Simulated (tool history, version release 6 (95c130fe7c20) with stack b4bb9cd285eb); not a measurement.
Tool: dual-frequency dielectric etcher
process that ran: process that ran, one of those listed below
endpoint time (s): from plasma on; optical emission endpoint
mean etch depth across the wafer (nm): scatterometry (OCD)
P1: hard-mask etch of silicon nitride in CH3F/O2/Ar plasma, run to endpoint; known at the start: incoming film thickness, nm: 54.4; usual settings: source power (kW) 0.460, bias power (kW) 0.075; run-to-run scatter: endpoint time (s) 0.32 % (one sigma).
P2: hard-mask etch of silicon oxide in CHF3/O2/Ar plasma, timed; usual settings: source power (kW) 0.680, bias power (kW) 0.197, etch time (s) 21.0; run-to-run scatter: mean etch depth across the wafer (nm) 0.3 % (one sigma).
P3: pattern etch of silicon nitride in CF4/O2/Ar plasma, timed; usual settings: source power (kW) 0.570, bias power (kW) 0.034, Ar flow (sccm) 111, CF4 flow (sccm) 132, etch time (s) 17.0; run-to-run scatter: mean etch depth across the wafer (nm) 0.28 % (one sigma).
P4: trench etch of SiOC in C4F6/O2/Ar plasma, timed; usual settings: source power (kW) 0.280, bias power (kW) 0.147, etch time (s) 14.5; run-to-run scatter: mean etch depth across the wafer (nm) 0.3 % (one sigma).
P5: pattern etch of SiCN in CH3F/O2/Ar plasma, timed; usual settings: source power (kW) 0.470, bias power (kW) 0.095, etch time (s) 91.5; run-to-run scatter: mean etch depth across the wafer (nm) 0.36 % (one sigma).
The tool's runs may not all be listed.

| run | hour | process that ran | source power (kW) | bias power (kW) | etch time (s) | Ar flow (sccm) | CF4 flow (sccm) | hours since the last wet clean | hours since the last source power generator calibration | hours since the last bias power generator calibration | endpoint time (s) | mean etch depth across the wafer (nm) |
|---|---|---|---|---|---|---|---|---|---|---|---|---|
| 1 | 7.0 | P1 | 0.460 | 0.075 |  |  |  | 72.4 | 1674.9 | 1954.4 | 74.357 |  |
| 2 | 14.2 | P1 | 0.460 | 0.075 |  |  |  | 79.6 | 1682.1 | 1961.6 | 74.817 |  |
| 3 | 21.5 | P1 | 0.460 | 0.075 |  |  |  | 86.9 | 1689.4 | 1968.9 | 74.457 |  |
| 4 | 26.0 | P2 | 0.680 | 0.140 | 21.0 |  |  | 91.4 | 1693.9 | 1973.4 |  | 40.543 |
| 5 | 32.3 | P1 | 0.310 | 0.047 |  |  |  | 97.7 | 1700.2 | 1979.7 | 101.140 |  |
| 6 | 40.6 | P1 | 0.570 | 0.048 |  |  |  | 106.0 | 1708.5 | 1988.0 | 78.657 |  |
| 7 | 46.1 | P5 | 0.470 | 0.095 | 137.5 |  |  | 111.5 | 1714.0 | 1993.5 |  | 60.589 |
| 8 | 53.0 | P4 | 0.280 | 0.147 | 14.5 |  |  | 118.4 | 1720.9 | 2000.4 |  | 24.353 |
| 9 | 57.6 | P4 | 0.190 | 0.147 | 14.5 |  |  | 123.0 | 1725.5 | 2005.0 |  | 21.098 |
| 10 | 62.9 | P3 | 0.570 | 0.034 | 17.0 | 111 | 132 | 128.3 | 1730.8 | 2010.3 |  | 32.712 |
| 11 | 69.1 | P1 | 0.460 | 0.102 |  |  |  | 134.5 | 1737.0 | 2016.5 | 66.586 |  |
| 12 | 75.6 | P3 | 0.570 | 0.034 | 17.0 | 146 | 132 | 141.0 | 1743.5 | 2023.0 |  | 31.417 |
| 13 | 82.5 | P1 | 0.460 | 0.058 |  |  |  | 147.9 | 1750.4 | 2029.9 | 80.579 |  |
| 14 | 91.2 | P3 | 0.570 | 0.027 | 17.0 | 111 | 132 | 156.6 | 1759.1 | 2038.6 |  | 30.322 |
| 15 | 98.7 | P1 | 0.460 | 0.075 |  |  |  | 164.1 | 1766.6 | 2046.1 | 74.356 |  |
| 16 | 104.7 | P5 | 0.570 | 0.095 | 91.5 |  |  | 170.1 | 1772.6 | 2052.1 |  | 43.310 |
| 17 | 109.3 | P4 | 0.280 | 0.205 | 14.5 |  |  | 174.7 | 1777.2 | 2056.7 |  | 27.189 |
| 18 | 114.4 | P2 | 0.680 | 0.197 | 11.5 |  |  | 179.8 | 1782.3 | 2061.8 |  | 24.869 |
| 19 | 119.0 | P1 | 0.460 | 0.075 |  |  |  | 184.4 | 1786.9 | 2066.4 | 74.387 |  |
| 20 | 125.2 | P3 | 0.570 | 0.034 | 17.0 | 111 | 170 | 190.6 | 1793.1 | 2072.6 |  | 33.733 |
| 21 | 132.8 | P5 | 0.470 | 0.133 | 91.5 |  |  | 198.2 | 1800.7 | 2080.2 |  | 45.887 |
| 22 | 141.6 | P3 | 0.570 | 0.034 | 20.5 | 111 | 132 | 207.0 | 1809.5 | 2089.0 |  | 39.145 |
| 23 | 149.6 | P4 | 0.280 | 0.147 | 21.5 |  |  | 215.0 | 1817.5 | 2097.0 |  | 36.015 |
| 24 | 154.4 | P1 | 0.300 | 0.075 |  |  |  | 219.8 | 1822.3 | 2101.8 | 87.287 |  |
| 25 | 158.8 | P2 | 0.490 | 0.197 | 21.0 |  |  | 224.2 | 1826.7 | 2106.2 |  | 40.128 |
| 26 | 165.8 | P5 | 0.470 | 0.095 | 91.5 |  |  | 231.2 | 1833.7 | 2113.2 |  | 40.193 |
| 27 | 169.6 | P2 | 0.680 | 0.197 | 21.0 |  |  | 235.0 | 1837.5 | 2117.0 |  | 45.409 |
| 28 | 176.8 | P1 | 0.300 | 0.100 |  |  |  | 242.2 | 1844.7 | 2124.2 | 78.795 |  |
| 29 | 181.1 | P3 | 0.690 | 0.034 | 17.0 | 111 | 132 | 246.5 | 1849.0 | 2128.5 |  | 38.562 |
| 30 | 186.9 | P2 | 0.680 | 0.197 | 21.0 |  |  | 252.3 | 1854.8 | 2134.3 |  | 45.447 |
| 31 | 195.6 | P1 | 0.460 | 0.075 |  |  |  | 261.0 | 1863.5 | 2143.0 | 74.508 |  |
| 32 | 203.1 | P5 | 0.470 | 0.095 | 91.5 |  |  | 268.5 | 1871.0 | 2150.5 |  | 40.131 |
| 33 | 207.3 | P1 | 0.550 | 0.075 |  |  |  | 272.7 | 1875.2 | 2154.7 | 69.113 |  |
| 34 | 212.1 | P1 | 0.460 | 0.075 |  |  |  | 277.5 | 1880.0 | 2159.5 | 74.314 |  |
| 35 | 216.9 | P1 | 0.460 | 0.075 |  |  |  | 282.3 | 1884.8 | 2164.3 | 75.063 |  |
| 36 | 222.6 | P1 | 0.460 | 0.075 |  |  |  | 288.0 | 1890.5 | 2170.0 | 75.109 |  |
| 37 | 228.2 | P1 | 0.460 | 0.075 |  |  |  | 293.6 | 1896.1 | 2175.6 | 75.599 |  |
| 38 | 232.4 | P1 | 0.460 | 0.075 |  |  |  | 297.8 | 1900.3 | 2179.8 | 75.227 |  |
| 39 | 239.3 | P1 | 0.460 | 0.075 |  |  |  | 304.7 | 1907.2 | 2186.7 | 75.133 |  |
| 40 | 245.7 | P1 | 0.460 | 0.075 |  |  |  | 311.1 | 1913.6 | 2193.1 | 75.388 |  |
|  | 248.8 | wet clean of the chamber |
| 41 | 250.0 | P1 | 0.460 | 0.075 |  |  |  | 1.3 | 1917.9 | 2197.4 | 75.534 |  |
| 42 | 254.4 | P1 | 0.460 | 0.075 |  |  |  | 5.7 | 1922.3 | 2201.8 | 75.512 |  |
| 43 | 260.9 | P1 | 0.460 | 0.075 |  |  |  | 12.2 | 1928.8 | 2208.3 | 75.553 |  |
| 44 | 265.0 | P1 | 0.460 | 0.075 |  |  |  | 16.3 | 1932.9 | 2212.4 | 75.158 |  |
| 45 | 270.3 | P1 | 0.460 | 0.075 |  |  |  | 21.6 | 1938.2 | 2217.7 | 75.569 |  |

What P1 gives has crept away from where it was. These 2 causes fit the log equally well, each at the size given:
A: source power that arrives under what is set, % = 4.11
B: bias power that arrives under what is set, % = 4.57
The creep began at about hour 212.1.
Why every other cause is out:
chamber walls in a state that lowers the etch rate, %: serviced at hour 248.8, which brought nothing back

4 check runs are offered, one wafer each, their results left as question marks. Which one tells the causes apart?
| check 1 | 275.6 | P5 | 0.470 | 0.133 | 91.5 |  |  |  |  |  |  | ? |
| check 2 | 275.6 | P3 | 0.570 | 0.034 | 20.5 | 111 | 132 |  |  |  |  | ? |
| check 3 | 275.6 | P2 | 0.680 | 0.163 | 11.5 |  |  |  |  |  |  | ? |
| check 4 | 275.6 | P4 | 0.280 | 0.184 | 14.5 |  |  |  |  |  |  | ? |

What each check would give under each cause:
| check | result | if A | if B |
|---|---|---|---|
| check 1 | mean etch depth across the wafer (nm) | 45.242 | 45.108 |
| check 2 | mean etch depth across the wafer (nm) | 37.958 | 38.796 |
| check 3 | mean etch depth across the wafer (nm) | 22.962 | 22.984 |
| check 4 | mean etch depth across the wafer (nm) | 25.784 | 25.810 |
How far apart the two closest causes lie, in the result that separates them most: check 1 0.3 %; check 2 2.18 %; check 3 0.1 %; check 4 0.1 %
Only check 2 tells the causes apart: in the others they would give nearly the same result.

Check 2 was then run and gave: mean etch depth across the wafer (nm) 38.111. Which cause is it?

It is A: source power that arrives under what is set, %.

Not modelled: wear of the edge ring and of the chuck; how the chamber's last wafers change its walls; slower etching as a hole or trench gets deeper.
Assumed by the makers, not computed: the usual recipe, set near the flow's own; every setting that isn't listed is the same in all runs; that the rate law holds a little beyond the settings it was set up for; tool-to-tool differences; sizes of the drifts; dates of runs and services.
